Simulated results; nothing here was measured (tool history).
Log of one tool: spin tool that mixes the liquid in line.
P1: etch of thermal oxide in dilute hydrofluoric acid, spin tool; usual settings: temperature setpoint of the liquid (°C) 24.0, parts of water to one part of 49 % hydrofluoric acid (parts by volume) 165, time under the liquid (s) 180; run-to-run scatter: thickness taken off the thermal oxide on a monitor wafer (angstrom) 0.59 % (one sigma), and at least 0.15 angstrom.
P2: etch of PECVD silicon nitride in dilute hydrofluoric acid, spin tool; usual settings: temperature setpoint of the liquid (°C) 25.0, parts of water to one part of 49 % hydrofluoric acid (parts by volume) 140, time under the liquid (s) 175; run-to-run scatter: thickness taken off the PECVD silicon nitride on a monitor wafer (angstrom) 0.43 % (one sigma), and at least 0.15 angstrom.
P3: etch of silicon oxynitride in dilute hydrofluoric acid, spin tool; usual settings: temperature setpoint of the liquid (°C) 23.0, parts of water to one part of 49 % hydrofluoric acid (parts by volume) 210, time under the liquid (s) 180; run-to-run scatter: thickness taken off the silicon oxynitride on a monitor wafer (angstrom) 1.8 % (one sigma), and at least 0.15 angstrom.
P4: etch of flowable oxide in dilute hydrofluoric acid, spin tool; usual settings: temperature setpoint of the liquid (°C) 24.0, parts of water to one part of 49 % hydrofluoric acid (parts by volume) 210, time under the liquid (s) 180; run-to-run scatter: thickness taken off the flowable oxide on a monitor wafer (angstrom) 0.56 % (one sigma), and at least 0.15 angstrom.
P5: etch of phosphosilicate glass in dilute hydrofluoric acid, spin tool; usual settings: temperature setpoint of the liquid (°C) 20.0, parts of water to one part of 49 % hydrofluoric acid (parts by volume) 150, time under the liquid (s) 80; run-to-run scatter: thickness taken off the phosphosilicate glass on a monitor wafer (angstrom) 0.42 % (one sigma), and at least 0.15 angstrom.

run,hour,process that ran,temperature setpoint of the liquid (°C),parts of water to one part of 49 % hydrofluoric acid (parts by volume),time under the liquid (s),hours since the thermometer was replaced,hours since the hydrofluoric acid flow meter was replaced,thickness taken off the thermal oxide on a monitor wafer (angstrom),thickness taken off the PECVD silicon nitride on a monitor wafer (angstrom),thickness taken off the phosphosilicate glass on a monitor wafer (angstrom),thickness taken off the silicon oxynitride on a monitor wafer (angstrom),thickness taken off the flowable oxide on a monitor wafer (angstrom)
1,4.9,P1,24.0,165,180,1009.8,588.8,43.853,,,,
2,10.5,P1,24.0,235,180,1015.4,594.4,28.558,,,,
3,15.4,P1,24.0,165,85,1020.3,599.3,20.775,,,,
4,22.8,P1,30.0,75,180,1027.7,606.7,136.870,,,,
5,31.2,P2,25.0,70,175,1036.1,615.1,,104.560,,,
6,38.8,P5,24.5,150,80,1043.7,622.7,,,556.930,,
7,46.9,P1,24.0,165,180,1051.8,630.8,43.418,,,,
8,51.8,P1,24.0,165,180,1056.7,635.7,43.467,,,,
9,60.9,P3,23.0,210,180,1065.8,644.8,,,,11.6710,
10,68.9,P4,18.0,210,180,1073.8,652.8,,,,,176.53
11,74.1,P4,24.0,210,340,1079.0,658.0,,,,,423.68
12,79.9,P3,23.0,210,365,1084.8,663.8,,,,23.5380,
13,85.5,P2,25.0,140,50,1090.4,669.4,,14.945,,,
14,95.6,P4,24.0,210,180,1100.5,679.5,,,,,221.32
15,106.2,P3,23.0,320,180,1111.1,690.1,,,,7.1142,
16,114.3,P1,24.0,285,315,1119.2,698.2,39.680,,,,
17,120.7,P5,20.0,150,15,1125.6,704.6,,,87.385,,
18,125.7,P1,31.5,165,180,1130.6,709.6,57.477,,,,
19,134.1,P1,24.0,100,180,1139.0,718.0,77.962,,,,
20,140.2,P4,24.0,375,180,1145.1,724.1,,,,,106.13
21,146.8,P1,17.0,165,180,1151.7,730.7,33.153,,,,
22,156.0,P1,24.0,165,180,1160.9,739.9,44.123,,,,
23,161.4,P1,24.0,165,340,1166.3,745.3,82.169,,,,
24,170.9,P2,19.0,140,175,1175.8,754.8,,35.433,,,
25,180.4,P5,20.0,150,80,1185.3,764.3,,,471.230,,
26,190.7,P5,20.0,250,80,1195.6,774.6,,,253.150,,
27,196.6,P1,24.0,165,180,1201.5,780.5,43.373,,,,
28,204.1,P4,24.0,210,180,1209.0,788.0,,,,,223.40
29,212.7,P2,25.0,140,175,1217.6,796.6,,52.450,,,
30,219.1,P3,28.5,210,180,1224.0,803.0,,,,14.6650,
31,226.5,P1,24.0,165,180,1231.4,810.4,43.535,,,,
32,235.1,P1,24.0,165,180,1240.0,819.0,42.553,,,,
33,243.6,P1,24.0,165,180,1248.5,827.5,41.816,,,,
34,250.4,P1,24.0,165,180,1255.3,834.3,41.443,,,,
35,256.4,P1,24.0,165,180,1261.3,840.3,42.077,,,,
36,267.2,P1,24.0,165,180,1272.1,851.1,40.716,,,,
37,272.8,P1,24.0,165,180,1277.7,856.7,41.318,,,,
38,282.3,P1,24.0,165,180,1287.2,866.2,41.391,,,,
39,287.2,P1,24.0,165,180,1292.1,871.1,41.379,,,,

What P1 gives has crept away from where it was. These 2 causes fit the log equally well, each at the size given:
A: liquid colder than its thermometer reads (K) = 1.58
B: hydrofluoric acid flow below the setpoint (%) = 4.94
The creep began at about hour 226.5.

4 check runs are offered, one wafer each, their results left as question marks. Which one tells the causes apart?
check 1,292.1,P2,25.0,140,175,,,,?,,,
check 2,292.1,P5,20.0,150,80,,,,,?,,
check 3,292.1,P3,23.0,210,180,,,,,,?,
check 4,292.1,P4,24.0,210,180,,,,,,,?

What each check would give under each cause:
check,result,if A,if B
check 1,thickness taken off the PECVD silicon nitride on a monitor wafer (angstrom),47.268,49.782
check 2,thickness taken off the phosphosilicate glass on a monitor wafer (angstrom),438.650,440.670
check 3,thickness taken off the silicon oxynitride on a monitor wafer (angstrom),10.8640,11.0060
check 4,thickness taken off the flowable oxide on a monitor wafer (angstrom),211.24,210.47
How far apart the two closest causes lie, in the result that separates them most: check 1 5.18 %; check 2 0.46 %; check 3 1.3 %; check 4 0.36 %
Check 1 tells the causes apart: in the others they would give nearly the same result.

Then check 1 was run and gave: thickness taken off the PECVD silicon nitride on a monitor wafer (angstrom) 47.143. Which cause is it?

It is A: liquid colder than its thermometer reads (K).

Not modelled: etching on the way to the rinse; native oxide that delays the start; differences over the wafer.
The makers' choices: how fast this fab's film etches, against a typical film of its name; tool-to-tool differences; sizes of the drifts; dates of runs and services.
